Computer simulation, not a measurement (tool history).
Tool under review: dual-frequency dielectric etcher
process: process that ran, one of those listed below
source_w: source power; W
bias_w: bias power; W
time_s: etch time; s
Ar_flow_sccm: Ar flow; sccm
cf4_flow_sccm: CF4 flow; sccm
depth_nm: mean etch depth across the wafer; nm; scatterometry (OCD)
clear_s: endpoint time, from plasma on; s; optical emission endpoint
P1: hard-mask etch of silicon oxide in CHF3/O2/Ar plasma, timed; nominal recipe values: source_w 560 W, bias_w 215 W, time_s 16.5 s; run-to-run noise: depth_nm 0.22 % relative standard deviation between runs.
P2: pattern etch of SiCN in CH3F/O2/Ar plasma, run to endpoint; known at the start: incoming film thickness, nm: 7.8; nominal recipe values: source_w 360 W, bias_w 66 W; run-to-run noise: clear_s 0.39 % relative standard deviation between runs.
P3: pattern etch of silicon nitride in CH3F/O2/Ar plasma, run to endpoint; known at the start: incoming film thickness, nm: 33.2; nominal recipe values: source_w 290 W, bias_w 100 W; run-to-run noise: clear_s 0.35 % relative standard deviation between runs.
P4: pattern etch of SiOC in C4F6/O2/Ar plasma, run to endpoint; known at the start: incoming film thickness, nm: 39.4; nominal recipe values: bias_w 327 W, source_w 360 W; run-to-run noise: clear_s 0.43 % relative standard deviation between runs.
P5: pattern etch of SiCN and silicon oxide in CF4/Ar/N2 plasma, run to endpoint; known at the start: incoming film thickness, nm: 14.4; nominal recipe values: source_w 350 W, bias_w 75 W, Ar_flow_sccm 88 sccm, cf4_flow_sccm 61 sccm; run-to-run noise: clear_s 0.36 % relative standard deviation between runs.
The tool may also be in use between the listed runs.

run   hour  process  source_w  bias_w  time_s  Ar_flow_sccm  cf4_flow_sccm  depth_nm  clear_s
  1    4.0       P1       560     215    16.5                                 34.798
  2    8.0       P4       510     327                                                  14.328
  3   11.9       P5       350      75                    88             47             21.457
  4   15.9       P1       560     215    22.0                                 46.454
  5   18.9       P5       350      75                    59             61             19.371
  6   22.1       P1       560     258    16.5                                 37.126
  7   26.3       P1       560     215    12.5                                 26.310
  8   28.5       P5       350      75                    88             61             20.523
  9   32.3       P2       360      80                                                  20.217
 10   36.4       P1       560     215    16.5                                 34.734
 11   38.6       P1       790     215    16.5                                 39.671
 12   42.4       P3       180     100                                                  55.618
 13   44.4       P4       360     327                                                  16.303
 14   46.6       P4       360     448                                                  14.574
 15   51.0       P1       350     215    16.5                                 29.162
 16   54.1       P3       290     100                                                  46.999
 17   57.5       P5       350      50                    88             61             23.418
 18   60.8       P2       460      66                                                  19.750
 19   64.0       P1       560     215    16.5                                 34.827
 20   66.9       P1       470     215    23.5                                 46.232
 21   70.3       P1       560     215    16.5                                 34.740
 22   73.8       P1       560     167    16.5                                 31.892
 23   76.1       P5       270      75                    88             61             25.746
 24   78.2       P2       360      66                                                  21.696
 25   80.2       P3       290      62                                                  55.665
 26   84.1       P1       560     215    16.5                                 34.583
 27   88.1       P1       560     215    16.5                                 34.425
 28   90.1       P1       560     215    16.5                                 34.400
 29   92.1       P1       560     215    16.5                                 34.406
 30   94.1       P1       560     215    16.5                                 34.272
      94.8  -- wet clean of the chamber
 31   97.8       P1       560     215    16.5                                 34.257
 32  101.9       P1       560     215    16.5                                 34.315

P1 has crept away from where it was. The log is fitted equally well by each of these 2 causes, at the sizes shown:
A: source power that arrives under what is set, % = 3.69
B: bias power that arrives under what is set, % = 4
The onset of the drift is placed at about hour 84.1.
What rules out each remaining cause:
chamber walls in a state that lowers the etch rate, %: serviced at hour 94.8, after the change had begun; the process did not return to its earlier output

Below are 4 check runs, each averaged over 2 wafers, with their results shown as question marks. Which of them would give clearly different results depending on which cause is behind the drift?
check 1  106.0       P3       250      84                                                       ?
check 2  106.0       P4       500     434                                                       ?
check 3  106.0       P2       360      75                                                       ?
check 4  106.0       P5       350      51                    88             61                  ?

How each check would come out, cause by cause:
  check   result    if A    if B
check 1  clear_s  53.613  53.661
check 2  clear_s  13.226  13.236
check 3  clear_s  20.966  20.978
check 4  clear_s  24.131  23.642
Smallest distance between any two causes, each pair judged by its most separating result, in per cent: check 1 0.09 %; check 2 0.07 %; check 3 0.05 %; check 4 2.05 %
The causes can be told apart only by check 4. The other checks would give nearly the same results under each of them.

The results of check 4 are: clear_s 24.156 s. Based on these, which of the listed causes is it?

It was cause A: source power that arrives under what is set, %.
